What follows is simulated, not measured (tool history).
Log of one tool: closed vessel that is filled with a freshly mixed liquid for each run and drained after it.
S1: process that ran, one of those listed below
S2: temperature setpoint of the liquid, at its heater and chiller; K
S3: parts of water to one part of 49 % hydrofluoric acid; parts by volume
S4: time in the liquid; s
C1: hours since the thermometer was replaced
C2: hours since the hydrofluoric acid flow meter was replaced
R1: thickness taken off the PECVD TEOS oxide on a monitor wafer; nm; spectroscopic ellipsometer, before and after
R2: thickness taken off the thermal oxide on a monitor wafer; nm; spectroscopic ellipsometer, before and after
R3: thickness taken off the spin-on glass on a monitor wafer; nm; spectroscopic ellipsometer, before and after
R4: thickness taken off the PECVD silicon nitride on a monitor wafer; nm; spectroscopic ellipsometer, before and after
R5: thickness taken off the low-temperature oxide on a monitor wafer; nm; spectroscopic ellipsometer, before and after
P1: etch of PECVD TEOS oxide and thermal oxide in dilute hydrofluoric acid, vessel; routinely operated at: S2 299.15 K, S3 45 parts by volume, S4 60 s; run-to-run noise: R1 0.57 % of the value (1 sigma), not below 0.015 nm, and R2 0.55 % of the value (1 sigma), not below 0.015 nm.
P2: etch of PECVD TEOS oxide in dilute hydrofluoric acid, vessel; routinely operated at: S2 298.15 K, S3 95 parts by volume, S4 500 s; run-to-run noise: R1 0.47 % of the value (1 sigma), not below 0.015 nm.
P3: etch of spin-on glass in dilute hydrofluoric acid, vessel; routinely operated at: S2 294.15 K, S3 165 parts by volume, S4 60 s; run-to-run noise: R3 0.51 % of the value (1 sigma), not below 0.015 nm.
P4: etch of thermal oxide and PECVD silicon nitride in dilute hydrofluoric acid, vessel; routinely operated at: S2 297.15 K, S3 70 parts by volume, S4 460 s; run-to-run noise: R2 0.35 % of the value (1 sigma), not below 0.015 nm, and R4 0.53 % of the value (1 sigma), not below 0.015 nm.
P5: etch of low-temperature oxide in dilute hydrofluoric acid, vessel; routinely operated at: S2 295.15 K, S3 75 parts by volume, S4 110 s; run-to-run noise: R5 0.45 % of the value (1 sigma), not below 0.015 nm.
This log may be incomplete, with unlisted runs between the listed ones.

Run 1, day 0.492: S1 P1, S2 299.15 K, S3 45 parts by volume, S4 60 s; C1 1957.8; C2 147.9. Result: R1 18.216 nm, R2 7.0454 nm.
Run 2, day 1.092: S1 P3, S2 294.15 K, S3 50 parts by volume, S4 60 s; C1 1972.2; C2 162.3. Result: R3 54.283 nm.
Run 3, day 1.454: S1 P4, S2 297.15 K, S3 70 parts by volume, S4 460 s; C1 1980.9; C2 171. Result: R2 32.233 nm, R4 19.88 nm.
Run 4, day 2.217: S1 P4, S2 297.15 K, S3 105 parts by volume, S4 460 s; C1 1999.2; C2 189.3. Result: R2 20.602 nm, R4 13.409 nm.
Run 5, day 3.012: S1 P5, S2 291.15 K, S3 75 parts by volume, S4 110 s; C1 2018.3; C2 208.4. Result: R5 12.691 nm.
Run 6, day 3.679: S1 P5, S2 295.15 K, S3 75 parts by volume, S4 110 s; C1 2034.3; C2 224.4. Result: R5 15.146 nm.
Run 7, day 4.133: S1 P1, S2 299.15 K, S3 45 parts by volume, S4 60 s; C1 2045.2; C2 235.3. Result: R1 18.493 nm, R2 7.1416 nm.
Run 8, day 4.642: S1 P3, S2 290.15 K, S3 165 parts by volume, S4 60 s; C1 2057.4; C2 247.5. Result: R3 12.323 nm.
Run 9, day 5.279: S1 P1, S2 299.15 K, S3 45 parts by volume, S4 60 s; C1 2072.7; C2 262.8. Result: R1 18.308 nm, R2 7.1103 nm.
Run 10, day 5.954: S1 P4, S2 297.15 K, S3 70 parts by volume, S4 460 s; C1 2088.9; C2 279. Result: R2 32.258 nm, R4 19.787 nm.
Run 11, day 6.358: S1 P1, S2 299.15 K, S3 45 parts by volume, S4 110 s; C1 2098.6; C2 288.7. Result: R1 33.597 nm, R2 12.962 nm.
Run 12, day 6.892: S1 P1, S2 291.15 K, S3 45 parts by volume, S4 60 s; C1 2111.4; C2 301.5. Result: R1 12.91 nm, R2 5.1321 nm.
Run 13, day 7.483: S1 P3, S2 294.15 K, S3 165 parts by volume, S4 60 s; C1 2125.6; C2 315.7. Result: R3 14.369 nm.
Run 14, day 7.942: S1 P2, S2 298.15 K, S3 95 parts by volume, S4 145 s; C1 2136.6; C2 326.7. Result: R1 14.705 nm.
Run 15, day 8.446: S1 P1, S2 299.15 K, S3 60 parts by volume, S4 60 s; C1 2148.7; C2 338.8. Result: R1 13.453 nm, R2 5.2763 nm.
Run 16, day 8.85: S1 P3, S2 294.15 K, S3 165 parts by volume, S4 60 s; C1 2158.4; C2 348.5. Result: R3 14.459 nm.
Run 17, day 9.588: S1 P5, S2 295.15 K, S3 20 parts by volume, S4 110 s; C1 2176.1; C2 366.2. Result: R5 60.12 nm.
Run 18, day 10.338: S1 P4, S2 304.15 K, S3 70 parts by volume, S4 460 s; C1 2194.1; C2 384.2. Result: R2 42.355 nm, R4 31.45 nm.
Run 19, day 10.9: S1 P1, S2 299.15 K, S3 45 parts by volume, S4 30 s; C1 2207.6; C2 397.7. Result: R1 9.1942 nm, R2 3.5855 nm.
Run 20, day 11.567: S1 P1, S2 299.15 K, S3 45 parts by volume, S4 60 s; C1 2223.6; C2 413.7. Result: R1 18.466 nm, R2 7.1014 nm.
At day 11.579: hydrofluoric acid flow meter replaced.
Run 21, day 12.083: S1 P2, S2 298.15 K, S3 95 parts by volume, S4 500 s; C1 2236; C2 12.2. Result: R1 50.519 nm.
Run 22, day 12.817: S1 P1, S2 299.15 K, S3 20 parts by volume, S4 60 s; C1 2253.6; C2 29.8. Result: R1 42.407 nm, R2 16.713 nm.
Run 23, day 13.558: S1 P1, S2 294.65 K, S3 45 parts by volume, S4 30 s; C1 2271.4; C2 47.6. Result: R1 7.6826 nm, R2 2.9291 nm.
Run 24, day 14.125: S1 P5, S2 295.15 K, S3 75 parts by volume, S4 210 s; C1 2285; C2 61.2. Result: R5 28.4 nm.
Run 25, day 14.871: S1 P3, S2 294.15 K, S3 165 parts by volume, S4 90 s; C1 2302.9; C2 79.1. Result: R3 21.611 nm.
Run 26, day 15.246: S1 P2, S2 302.15 K, S3 95 parts by volume, S4 500 s; C1 2311.9; C2 88.1. Result: R1 59.014 nm.
Run 27, day 15.633: S1 P4, S2 297.15 K, S3 70 parts by volume, S4 765 s; C1 2321.2; C2 97.4. Result: R2 54.082 nm, R4 32.879 nm.
Run 28, day 16.175: S1 P2, S2 298.15 K, S3 140 parts by volume, S4 500 s; C1 2334.2; C2 110.4. Result: R1 32.444 nm.
Run 29, day 16.833: S1 P1, S2 307.15 K, S3 45 parts by volume, S4 60 s; C1 2350; C2 126.2. Result: R1 25.014 nm, R2 9.7173 nm.
Run 30, day 17.492: S1 P1, S2 299.15 K, S3 45 parts by volume, S4 60 s; C1 2365.8; C2 142. Result: R1 18.391 nm, R2 7.0903 nm.
Run 31, day 18.267: S1 P1, S2 299.15 K, S3 45 parts by volume, S4 60 s; C1 2384.4; C2 160.6. Result: R1 17.727 nm, R2 6.93 nm.
Run 32, day 18.946: S1 P1, S2 299.15 K, S3 45 parts by volume, S4 60 s; C1 2400.7; C2 176.9. Result: R1 17.466 nm, R2 6.8449 nm.
Run 33, day 19.342: S1 P1, S2 299.15 K, S3 45 parts by volume, S4 60 s; C1 2410.2; C2 186.4. Result: R1 17.322 nm, R2 6.753 nm.

Forecast run 34:
Run 34, day 19.771: S1 P1, S2 299.15 K, S3 45 parts by volume, S4 60 s; C1 2420.5; C2 196.7. Result: R1 ?, R2 ?.

Run 34 measured R1 17.21 nm, R2 6.6958 nm.
